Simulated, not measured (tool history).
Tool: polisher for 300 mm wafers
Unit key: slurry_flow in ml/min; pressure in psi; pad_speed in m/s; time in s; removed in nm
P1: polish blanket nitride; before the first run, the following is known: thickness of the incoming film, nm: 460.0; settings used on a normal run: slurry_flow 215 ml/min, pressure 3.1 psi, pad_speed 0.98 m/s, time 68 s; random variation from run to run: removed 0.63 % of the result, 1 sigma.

run,day,slurry_flow,pressure,pad_speed,time,wafers polished on this pad,hours since the slurry nozzle was cleaned,hours since the head pressure was calibrated,removed
1,0.292,215,3.1,0.98,68,592,51.6,151.7,108.86
2,0.538,215,3.1,0.98,68,625,57.5,157.6,108.96
3,0.783,215,3.1,0.98,68,657,63.4,163.5,109.33
4,1.033,215,3.1,1.34,40,690,69.4,169.5,81.543
5,1.279,215,3.1,0.98,68,722,75.3,175.4,108.79
6,1.575,215,1.8,0.98,68,761,82.4,182.5,62.916
7,1.95,215,3.1,0.98,38,811,91.4,191.5,60.829
8,2.275,215,3.1,1.28,100,853,99.2,199.3,198.97
9,2.629,215,3.1,1.52,68,900,107.7,207.8,155.59
10,2.958,215,3.1,0.98,68,943,115.6,215.7,108.47
# day 3.062: head pressure recalibrated
11,3.258,215,4.8,0.98,68,983,122.8,4.8,168.14
12,3.496,215,3.1,0.6,68,1014,128.5,10.5,74.044
13,3.767,130,3.1,0.98,68,1050,135,17,99.966
14,4.1,330,3.1,0.98,68,1094,143,25,113.83
15,4.375,215,3.1,1.4,87,1130,149.6,31.6,183.6
16,4.633,215,3.1,0.98,100,1164,155.8,37.8,161.11
17,4.975,215,3.1,0.98,68,1209,164,46,109
18,5.292,215,3.1,0.98,68,1250,171.6,53.6,108.67
19,5.488,215,3.1,0.98,68,1276,176.3,58.3,106.43
20,5.671,215,3.1,0.98,68,1300,180.7,62.7,107.79
21,6.042,215,3.1,0.98,68,1349,189.6,71.6,104.33
22,6.308,215,3.1,0.98,68,1384,196,78,102.88
23,6.688,215,3.1,0.98,68,1434,205.1,87.1,104.41
# day 6.971: head pressure recalibrated
24,7.029,215,3.1,0.98,68,1479,213.3,1.4,102.84
25,7.225,215,3.1,0.98,68,1505,218,6.1,103.5
26,7.575,215,3.1,0.98,68,1551,226.4,14.5,102.27
27,7.871,215,3.1,0.98,68,1590,233.5,21.6,102.27

What P1 gives has crept away from where it was. These 2 causes fit the log equally well, each at the size given:
A: slurry flow missing at the pad, % = 31.3
B: removal rate lost through wear of the pad, % = 5.34
The drift started at roughly day 5.292.
The rest of the possible causes, and what rules out each one:
head's pressure below its setpoint, %: its service at day 6.971 followed the start of the drift and did not put the process back to its old value

You are offered 4 check runs, listed below with question marks in place of their results; each one averages 5 wafers. Which run separates the listed causes by giving clearly different results for each?
check 1,8.167,215,2.4,0.98,43,,,,?
check 2,8.167,215,3.1,1.52,100,,,,?
check 3,8.167,145,3.1,0.98,68,,,,?
check 4,8.167,215,4.3,0.98,68,,,,?

What every check run would give for each of its results, assuming each possible cause in turn:
check,result,if A,if B
check 1,removed,50.451,50.454
check 2,removed,215.3,215.31
check 3,removed,94.927,97.235
check 4,removed,142.94,142.95
Distance between the nearest two causes, measured in the result of the check that separates them most: check 1 0.01 %; check 2 0.01 %; check 3 2.4 %; check 4 0.01 %
Only in check 3 would the causes give clearly different results; in the remaining checks their results would be nearly the same.

Check 3 was then run and gave: removed 97.201 nm. Which cause is it?

It is B: removal rate lost through wear of the pad, %.
